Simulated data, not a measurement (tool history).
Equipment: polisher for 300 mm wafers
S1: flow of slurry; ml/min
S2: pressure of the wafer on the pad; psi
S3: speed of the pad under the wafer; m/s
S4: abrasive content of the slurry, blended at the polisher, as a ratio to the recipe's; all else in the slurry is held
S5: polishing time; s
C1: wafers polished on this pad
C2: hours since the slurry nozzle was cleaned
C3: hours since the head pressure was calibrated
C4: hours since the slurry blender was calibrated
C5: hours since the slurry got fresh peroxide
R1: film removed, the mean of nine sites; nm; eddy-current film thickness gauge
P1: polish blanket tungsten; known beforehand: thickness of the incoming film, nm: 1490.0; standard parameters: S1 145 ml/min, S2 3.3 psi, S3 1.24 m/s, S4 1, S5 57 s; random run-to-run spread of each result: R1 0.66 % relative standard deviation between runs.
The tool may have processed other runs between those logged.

run,hour,S1,S2,S3,S4,S5,C1,C2,C3,C4,C5,R1
1,12.1,145,3.3,1.24,1,57,305,106.8,692,79.3,101.4,284.09
2,22.8,145,4.5,1.24,1,57,437,117.5,702.7,90,112.1,387.51
3,32.1,145,2,1.24,1,57,551,126.8,712,99.3,121.4,176.11
4,42.3,145,3.3,1.24,1,57,677,137,722.2,109.5,131.6,287.79
5,48.8,85,3.3,1.24,0.8,57,757,143.5,728.7,116,138.1,241.18
6,57.8,145,3.3,1.24,1,57,868,152.5,737.7,125,147.1,288.58
7,68.9,145,3.3,1.24,1.3,57,1004,163.6,748.8,136.1,158.2,306.77
8,79.9,145,3.3,1.24,1,57,1140,174.6,759.8,147.1,169.2,288.6
9,86.3,145,3.3,1.24,1,88,1218,181,766.2,153.5,175.6,442.24
10,92.7,145,3.3,0.86,1,57,1297,187.4,772.6,159.9,182,199.26
11,101.4,145,3.3,0.78,1.4,57,1404,196.1,781.3,168.6,190.7,195.14
12,109.3,145,2.2,1.24,0.75,57,1501,204,789.2,176.5,198.6,179.91
13,119.8,145,3.3,1.24,1,40,1631,214.5,799.7,187,209.1,199.3
14,129.4,145,3.3,1.24,0.7,57,1749,224.1,809.3,196.6,218.7,267.54
15,140.3,190,3.3,1.24,1,57,1883,235,820.2,207.5,229.6,299.88
16,148.2,145,3.3,1.24,1,57,1980,242.9,828.1,215.4,237.5,288.65
17,157.1,145,3.3,1.8,1,57,2090,251.8,837,224.3,246.4,416.11
18,167.1,145,3.3,1.24,1,57,2213,261.8,847,234.3,256.4,284.75
19,174,85,3.3,1.24,1,57,2298,268.7,853.9,241.2,263.3,253.79
20,186.2,145,3.3,1.24,1,57,2448,280.9,866.1,253.4,275.5,286.9
21,197.1,145,3.3,1.24,1,57,2582,291.8,877,264.3,286.4,276.42
22,206.8,145,3.3,1.24,1,57,2701,301.5,886.7,274,296.1,272.12
23,213.4,145,3.3,1.24,1,57,2782,308.1,893.3,280.6,302.7,268.67

What does the tool deliver on the next run?
24,222.3,145,3.3,1.24,1,57,2892,317,902.2,289.5,311.6,?

{"run 24": {"R1": 264.74}}
